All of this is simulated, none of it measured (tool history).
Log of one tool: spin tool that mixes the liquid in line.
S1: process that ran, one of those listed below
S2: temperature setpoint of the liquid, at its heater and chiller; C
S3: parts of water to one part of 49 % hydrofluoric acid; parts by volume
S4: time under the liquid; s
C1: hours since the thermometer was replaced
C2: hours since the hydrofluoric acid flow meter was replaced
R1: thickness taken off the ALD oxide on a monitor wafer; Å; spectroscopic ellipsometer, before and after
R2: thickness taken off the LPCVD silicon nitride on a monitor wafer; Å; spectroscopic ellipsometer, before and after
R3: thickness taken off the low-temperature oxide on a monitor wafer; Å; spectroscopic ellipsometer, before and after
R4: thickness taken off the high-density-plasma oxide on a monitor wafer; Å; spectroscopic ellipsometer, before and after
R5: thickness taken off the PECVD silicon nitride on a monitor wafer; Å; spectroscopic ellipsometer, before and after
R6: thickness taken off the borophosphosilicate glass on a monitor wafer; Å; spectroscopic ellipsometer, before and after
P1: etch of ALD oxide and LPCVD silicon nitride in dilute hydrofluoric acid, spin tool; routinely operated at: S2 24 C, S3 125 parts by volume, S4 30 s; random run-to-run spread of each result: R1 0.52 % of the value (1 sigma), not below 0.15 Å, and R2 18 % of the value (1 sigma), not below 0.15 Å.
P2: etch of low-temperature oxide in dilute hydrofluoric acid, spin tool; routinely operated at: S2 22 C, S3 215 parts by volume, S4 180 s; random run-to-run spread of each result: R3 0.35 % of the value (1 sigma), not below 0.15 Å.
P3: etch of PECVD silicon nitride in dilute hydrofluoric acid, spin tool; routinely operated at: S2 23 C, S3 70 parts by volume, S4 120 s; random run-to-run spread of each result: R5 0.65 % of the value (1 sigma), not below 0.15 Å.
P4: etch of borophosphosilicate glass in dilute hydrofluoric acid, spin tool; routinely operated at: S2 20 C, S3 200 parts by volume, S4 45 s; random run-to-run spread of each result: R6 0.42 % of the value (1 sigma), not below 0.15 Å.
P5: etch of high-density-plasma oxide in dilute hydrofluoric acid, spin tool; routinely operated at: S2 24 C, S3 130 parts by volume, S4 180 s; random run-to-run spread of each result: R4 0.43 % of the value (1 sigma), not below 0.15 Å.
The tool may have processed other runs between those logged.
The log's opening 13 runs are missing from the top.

Run 14, hour 152: S1 P4, S2 20 C, S3 200 parts by volume, S4 80 s; C1 1707.3; C2 531.4. Result: R6 257.83 Å.
Run 15, hour 167.9: S1 P1, S2 31 C, S3 175 parts by volume, S4 30 s; C1 1723.2; C2 547.3. Result: R1 63.095 Å, R2 1.1291 Å.
Run 16, hour 179.7: S1 P4, S2 17 C, S3 200 parts by volume, S4 45 s; C1 1735; C2 559.1. Result: R6 131.07 Å.
Run 17, hour 189.3: S1 P2, S2 17 C, S3 215 parts by volume, S4 180 s; C1 1744.6; C2 568.7. Result: R3 57.504 Å.
Run 18, hour 199.6: S1 P5, S2 29.5 C, S3 130 parts by volume, S4 180 s; C1 1754.9; C2 579. Result: R4 102.61 Å.
Run 19, hour 208.9: S1 P3, S2 23 C, S3 125 parts by volume, S4 120 s; C1 1764.2; C2 588.3. Result: R5 27.252 Å.
Run 20, hour 224.6: S1 P3, S2 23 C, S3 70 parts by volume, S4 235 s; C1 1779.9; C2 604. Result: R5 94.56 Å.
Run 21, hour 232.3: S1 P3, S2 23 C, S3 70 parts by volume, S4 120 s; C1 1787.6; C2 611.7. Result: R5 48.103 Å.
Run 22, hour 248.8: S1 P1, S2 17 C, S3 125 parts by volume, S4 30 s; C1 1804.1; C2 628.2. Result: R1 54.836 Å, R2 0.59811 Å.
Run 23, hour 258: S1 P1, S2 24 C, S3 125 parts by volume, S4 30 s; C1 1813.3; C2 637.4. Result: R1 72.292 Å, R2 1.2594 Å.
Run 24, hour 266: S1 P3, S2 17 C, S3 70 parts by volume, S4 120 s; C1 1821.3; C2 645.4. Result: R5 31.673 Å.
Run 25, hour 282.4: S1 P1, S2 24 C, S3 125 parts by volume, S4 15 s; C1 1837.7; C2 661.8. Result: R1 36.281 Å, R2 0.79772 Å.
Run 26, hour 295.8: S1 P1, S2 24 C, S3 45 parts by volume, S4 55 s; C1 1851.1; C2 675.2. Result: R1 407.4 Å, R2 7.1637 Å.
Run 27, hour 309.9: S1 P4, S2 20 C, S3 200 parts by volume, S4 45 s; C1 1865.2; C2 689.3. Result: R6 146.83 Å.
Run 28, hour 325.3: S1 P1, S2 28.5 C, S3 125 parts by volume, S4 30 s; C1 1880.6; C2 704.7. Result: R1 86.237 Å, R2 1.122 Å.
Run 29, hour 339.7: S1 P5, S2 24 C, S3 185 parts by volume, S4 180 s; C1 1895; C2 719.1. Result: R4 55.84 Å.
Run 30, hour 355.4: S1 P1, S2 24 C, S3 170 parts by volume, S4 30 s; C1 1910.7; C2 734.8. Result: R1 50.356 Å, R2 0.60796 Å.
Run 31, hour 365.8: S1 P2, S2 22 C, S3 215 parts by volume, S4 25 s; C1 1921.1; C2 745.2. Result: R3 9.7264 Å.
Run 32, hour 380.1: S1 P5, S2 24 C, S3 130 parts by volume, S4 45 s; C1 1935.4; C2 759.5. Result: R4 21.301 Å.
Run 33, hour 392.8: S1 P1, S2 24 C, S3 125 parts by volume, S4 30 s; C1 1948.1; C2 772.2. Result: R1 72.651 Å, R2 1.348 Å.

What does the tool deliver on the next run?
Run 34, hour 403.8: S1 P1, S2 24 C, S3 125 parts by volume, S4 30 s; C1 1959.1; C2 783.2. Result: R1 ?, R2 ?.

{"run 34": {"R1": 73.553, "R2": 1.5574}}

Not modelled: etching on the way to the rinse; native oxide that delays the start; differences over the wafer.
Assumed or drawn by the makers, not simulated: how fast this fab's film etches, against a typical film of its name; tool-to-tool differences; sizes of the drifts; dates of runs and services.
